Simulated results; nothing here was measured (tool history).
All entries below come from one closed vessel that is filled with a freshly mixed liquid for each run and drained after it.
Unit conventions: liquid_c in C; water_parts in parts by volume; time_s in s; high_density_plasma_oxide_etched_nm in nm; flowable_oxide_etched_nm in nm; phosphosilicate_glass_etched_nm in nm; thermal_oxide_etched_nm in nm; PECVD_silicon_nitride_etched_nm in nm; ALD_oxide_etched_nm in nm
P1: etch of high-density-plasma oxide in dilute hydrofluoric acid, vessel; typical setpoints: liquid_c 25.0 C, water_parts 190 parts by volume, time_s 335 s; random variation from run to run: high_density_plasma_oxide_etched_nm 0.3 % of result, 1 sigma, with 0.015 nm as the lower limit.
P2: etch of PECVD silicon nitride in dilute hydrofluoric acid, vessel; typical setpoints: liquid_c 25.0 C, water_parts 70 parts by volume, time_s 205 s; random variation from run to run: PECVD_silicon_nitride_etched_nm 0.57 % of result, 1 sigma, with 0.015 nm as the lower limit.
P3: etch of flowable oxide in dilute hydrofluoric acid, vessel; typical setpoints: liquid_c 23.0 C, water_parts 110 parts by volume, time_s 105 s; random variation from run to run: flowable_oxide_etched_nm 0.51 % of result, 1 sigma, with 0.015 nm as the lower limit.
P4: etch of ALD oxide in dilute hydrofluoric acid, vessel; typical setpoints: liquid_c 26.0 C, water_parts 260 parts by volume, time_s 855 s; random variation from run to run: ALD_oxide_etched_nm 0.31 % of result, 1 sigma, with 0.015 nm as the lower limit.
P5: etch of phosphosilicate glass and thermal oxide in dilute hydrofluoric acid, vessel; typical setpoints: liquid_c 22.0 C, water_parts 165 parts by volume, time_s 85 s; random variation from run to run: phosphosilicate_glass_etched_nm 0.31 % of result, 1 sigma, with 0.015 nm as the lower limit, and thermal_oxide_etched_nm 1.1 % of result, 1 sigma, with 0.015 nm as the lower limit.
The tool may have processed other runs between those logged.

run   hour  process  liquid_c  water_parts  time_s  high_density_plasma_oxide_etched_nm  flowable_oxide_etched_nm  phosphosilicate_glass_etched_nm  thermal_oxide_etched_nm  PECVD_silicon_nitride_etched_nm  ALD_oxide_etched_nm
  1    5.0       P1      25.0          190     335                              11.6370
  2   11.6       P3      17.5          110     105                                                         17.779
  3   16.2       P5      17.0          165      85                                                                                          45.534                  1.72340
  4   23.8       P2      25.0           70     205                                                                                                                                                    5.8641
  5   30.4       P1      25.0          190     335                              11.6880
  6   39.3       P1      25.0          190     610                              21.0230
  7   45.7       P1      19.0          190     335                               9.2004
  8   54.2       P1      25.0          190     185                               6.3864
  9   61.3       P5      22.0           85      85                                                                                         118.160                  4.36990
 10   69.1       P4      33.0          260     855                                                                                                                                                                         75.703
 11   77.3       P4      26.0          260     855                                                                                                                                                                         59.463
 12   85.3       P1      25.0          190     335                              11.6100
 13   93.4       P3      23.0          110     105                                                         22.605
 14   99.5       P3      23.0          110     175                                                         37.657
 15  103.7       P1      25.0          190     335                              11.5420
 16  108.9       P1      25.0          190     335                              11.6080
 17  113.9       P1      25.0          190     335                              11.6430
 18  119.4       P4      26.0          260    1315                                                                                                                                                                         92.324
 19  127.0       P1      25.0           85     335                              29.4780
 20  134.8       P2      25.0           70      30                                                                                                                                                    0.8621
 21  141.0       P1      18.0           95     335                              19.5650
 22  149.4       P5      22.0          165      30                                                                                          19.634                  0.73186
 23  156.1       P2      20.0           70     205                                                                                                                                                    4.2107
 24  161.2       P1      32.0          190     335                              14.8380
 25  166.4       P1      25.0          315     335                               6.1521
 26  174.4       P3      23.0          110     105                                                         22.258
 27  181.3       P5      22.0          165      85                                                                                          55.436                  2.05820
 28  187.1       P3      23.0          175     105                                                         13.187
 29  194.8       P4      26.0          370     855                                                                                                                                                                         37.664
 30  203.4       P2      25.0           20     205                                                                                                                                                   20.0080
 31  210.6       P1      25.0          190     335                              11.5930
 32  219.5       P1      25.0          190     335                              11.3190
 33  224.7       P1      25.0          190     335                              11.0780
 34  230.7       P1      25.0          190     335                              10.9930
 35  235.3       P1      25.0          190     335                              10.9830
 36  243.7       P1      25.0          190     335                              10.9000
 37  249.7       P1      25.0          190     335                              10.8420
 38  258.4       P1      25.0          190     335                              10.7890
 39  262.6       P1      25.0          190     335                              10.7150
 40  271.6       P1      25.0          190     335                              10.7580

Compared with where it was, what P1 gives has crept away. Each cause listed below fits the log as well as the rest, at the size given for it:
A: hydrofluoric acid flow below the setpoint (%) = 5.85
B: liquid colder than its thermometer reads (K) = 1.98
The drift started at roughly hour 210.6.

The check runs listed below each take one wafer, and their results are still question marks. Under which run would the listed causes lead to clearly different results?
check 1  280.6       P4      26.0          260     855                                                                                                                                                                              ?
check 2  280.6       P5      22.0          165      85                                                                                               ?                        ?
check 3  280.6       P3      23.0          110     105                                                              ?
check 4  280.6       P2      25.0           70     205                                                                                                                                                         ?

What each check would give under each cause:
  check                           result     if A     if B
check 1              ALD_oxide_etched_nm   55.471   55.894
check 2  phosphosilicate_glass_etched_nm   51.725   51.411
check 2          thermal_oxide_etched_nm  1.93430  1.92250
check 3         flowable_oxide_etched_nm   21.016   20.785
check 4  PECVD_silicon_nitride_etched_nm   5.5651   5.1744
Distance between the nearest two causes, measured in the result of the check that separates them most: check 1 0.76 %; check 2 0.61 %; check 3 1.11 %; check 4 7.28 %
Check 4 tells the causes apart: in the others they would give nearly the same result.

Check 4 was then run and gave: PECVD_silicon_nitride_etched_nm 5.5643 nm. Which cause is it?

It was cause A: hydrofluoric acid flow below the setpoint (%).

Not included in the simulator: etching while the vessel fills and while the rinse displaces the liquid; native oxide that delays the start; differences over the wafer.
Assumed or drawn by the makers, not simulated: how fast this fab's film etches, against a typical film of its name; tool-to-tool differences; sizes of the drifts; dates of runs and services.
